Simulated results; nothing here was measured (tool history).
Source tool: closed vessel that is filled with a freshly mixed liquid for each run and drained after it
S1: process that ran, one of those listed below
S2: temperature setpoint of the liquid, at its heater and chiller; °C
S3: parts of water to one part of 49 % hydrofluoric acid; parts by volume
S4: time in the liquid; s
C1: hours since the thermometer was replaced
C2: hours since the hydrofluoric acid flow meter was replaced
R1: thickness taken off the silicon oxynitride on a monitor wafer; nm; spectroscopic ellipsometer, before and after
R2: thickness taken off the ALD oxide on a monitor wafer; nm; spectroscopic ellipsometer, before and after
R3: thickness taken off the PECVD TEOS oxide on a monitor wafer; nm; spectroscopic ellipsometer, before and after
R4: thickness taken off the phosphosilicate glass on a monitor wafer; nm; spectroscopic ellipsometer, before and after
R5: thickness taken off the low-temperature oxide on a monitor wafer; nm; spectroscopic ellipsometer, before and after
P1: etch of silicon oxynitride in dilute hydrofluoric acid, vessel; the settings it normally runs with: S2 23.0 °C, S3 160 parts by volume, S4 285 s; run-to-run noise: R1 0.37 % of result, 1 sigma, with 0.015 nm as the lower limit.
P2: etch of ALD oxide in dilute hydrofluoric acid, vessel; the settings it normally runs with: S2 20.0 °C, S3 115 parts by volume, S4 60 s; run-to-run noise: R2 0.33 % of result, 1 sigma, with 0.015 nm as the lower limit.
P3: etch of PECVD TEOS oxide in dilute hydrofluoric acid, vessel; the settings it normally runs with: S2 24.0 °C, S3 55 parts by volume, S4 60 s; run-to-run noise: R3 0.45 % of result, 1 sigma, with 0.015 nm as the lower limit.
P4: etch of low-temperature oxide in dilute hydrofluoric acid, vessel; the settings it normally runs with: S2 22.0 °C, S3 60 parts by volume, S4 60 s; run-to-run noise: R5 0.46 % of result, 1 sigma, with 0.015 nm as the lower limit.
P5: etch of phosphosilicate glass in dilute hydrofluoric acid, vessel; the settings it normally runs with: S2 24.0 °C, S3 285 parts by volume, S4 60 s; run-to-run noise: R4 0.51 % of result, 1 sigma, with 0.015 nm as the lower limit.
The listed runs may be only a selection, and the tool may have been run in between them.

run,hour,S1,S2,S3,S4,C1,C2,R1,R2,R3,R4,R5
1,9.3,P1,23.0,160,285,265.1,1076.4,7.7899,,,,
2,23.9,P2,20.0,115,90,279.7,1091.0,,18.7620,,,
3,36.4,P1,23.0,160,285,292.2,1103.5,7.7616,,,,
4,50.3,P3,24.0,80,60,306.1,1117.4,,,15.480,,
5,60.4,P1,29.5,160,490,316.2,1127.5,17.8240,,,,
6,73.9,P5,20.0,285,60,329.7,1141.0,,,,29.196,
7,88.3,P1,23.0,160,285,344.1,1155.4,7.8180,,,,
8,102.5,P5,24.0,285,30,358.3,1169.6,,,,16.920,
9,110.9,P1,23.0,160,285,366.7,1178.0,7.7718,,,,
10,119.6,P1,23.0,160,285,375.4,1186.7,7.7700,,,,
11,135.0,P2,20.0,115,60,390.8,1202.1,,12.4500,,,
12,145.5,P1,23.0,160,140,401.3,1212.6,3.8436,,,,
13,156.2,P4,28.5,60,60,412.0,1223.3,,,,,22.573
14,164.0,P2,17.0,115,60,419.8,1231.1,,11.1100,,,
15,179.8,P1,23.0,225,285,435.6,1246.9,5.2878,,,,
16,193.7,P3,24.0,55,115,449.5,1260.8,,,44.213,,
# hour 199.8: thermometer replaced
17,205.8,P4,22.0,60,60,6.0,1272.9,,,,,17.484
18,215.5,P1,29.5,235,285,15.7,1282.6,6.6642,,,,
19,222.9,P1,28.0,160,110,23.1,1290.0,3.7514,,,,
20,237.5,P1,23.0,160,525,37.7,1304.6,14.3270,,,,
21,251.7,P1,18.5,160,285,51.9,1318.8,6.3017,,,,
22,266.4,P4,22.0,60,115,66.6,1333.5,,,,,33.145
23,280.6,P5,24.0,285,60,80.8,1347.7,,,,33.658,
24,289.6,P5,24.0,515,60,89.8,1356.7,,,,15.035,
25,299.8,P3,24.0,55,60,100.0,1366.9,,,23.090,,
26,311.5,P4,22.0,25,60,111.7,1378.6,,,,,43.923
27,319.1,P2,20.0,210,60,119.3,1386.2,,6.1802,,,
28,329.6,P1,23.0,160,285,129.8,1396.7,7.7447,,,,
29,342.6,P3,17.0,55,60,142.8,1409.7,,,17.251,,
30,351.0,P3,24.0,55,60,151.2,1418.1,,,23.143,,
31,362.2,P1,23.0,90,285,162.4,1429.3,14.6120,,,,
32,377.4,P1,27.0,160,285,177.6,1444.5,9.2645,,,,
33,394.0,P1,23.0,160,285,194.2,1461.1,7.7348,,,,
34,405.3,P1,23.0,160,285,205.5,1472.4,7.9764,,,,
35,418.4,P1,23.0,160,285,218.6,1485.5,8.1352,,,,
36,431.1,P1,23.0,160,285,231.3,1498.2,8.1870,,,,
37,444.6,P1,23.0,160,285,244.8,1511.7,8.3116,,,,
38,452.6,P1,23.0,160,285,252.8,1519.7,8.3004,,,,
39,469.3,P1,23.0,160,285,269.5,1536.4,8.3147,,,,
40,479.4,P1,23.0,160,285,279.6,1546.5,8.3743,,,,
41,494.4,P1,23.0,160,285,294.6,1561.5,8.2943,,,,

What P1 gives has crept off from where it sat before. The 2 causes that follow fit the log equally well, each at the size noted:
A: liquid hotter than its thermometer reads (K) = 1.61
B: hydrofluoric acid flow above the setpoint (%) = 6.79
Creep in the process output first set in at about hour 394.0.

The check runs listed below each take one wafer, and their results are still question marks. Under which run would the listed causes lead to clearly different results?
check 1,509.4,P3,17.0,55,85,,,,,?,,
check 2,509.4,P2,17.0,115,60,,,,?,,,
check 3,509.4,P5,24.0,460,30,,,,,,?,
check 4,509.4,P4,22.0,35,60,,,,,,,?

Expected result of each check under each candidate cause:
check,result,if A,if B
check 1,R3,26.226,26.233
check 2,R2,11.8010,11.8760
check 3,R4,9.3421,9.7263
check 4,R5,32.977,33.009
Gap, in per cent, between the two causes that each check separates least, read from the result that separates them most: check 1 0.03 %; check 2 0.63 %; check 3 4.03 %; check 4 0.1 %
Check 3 distinguishes between the causes, while the remaining checks would return nearly the same result for all of them.

Check 3 was then run and gave: R4 9.6919 nm. Which cause is it?

It was cause B: hydrofluoric acid flow above the setpoint (%).
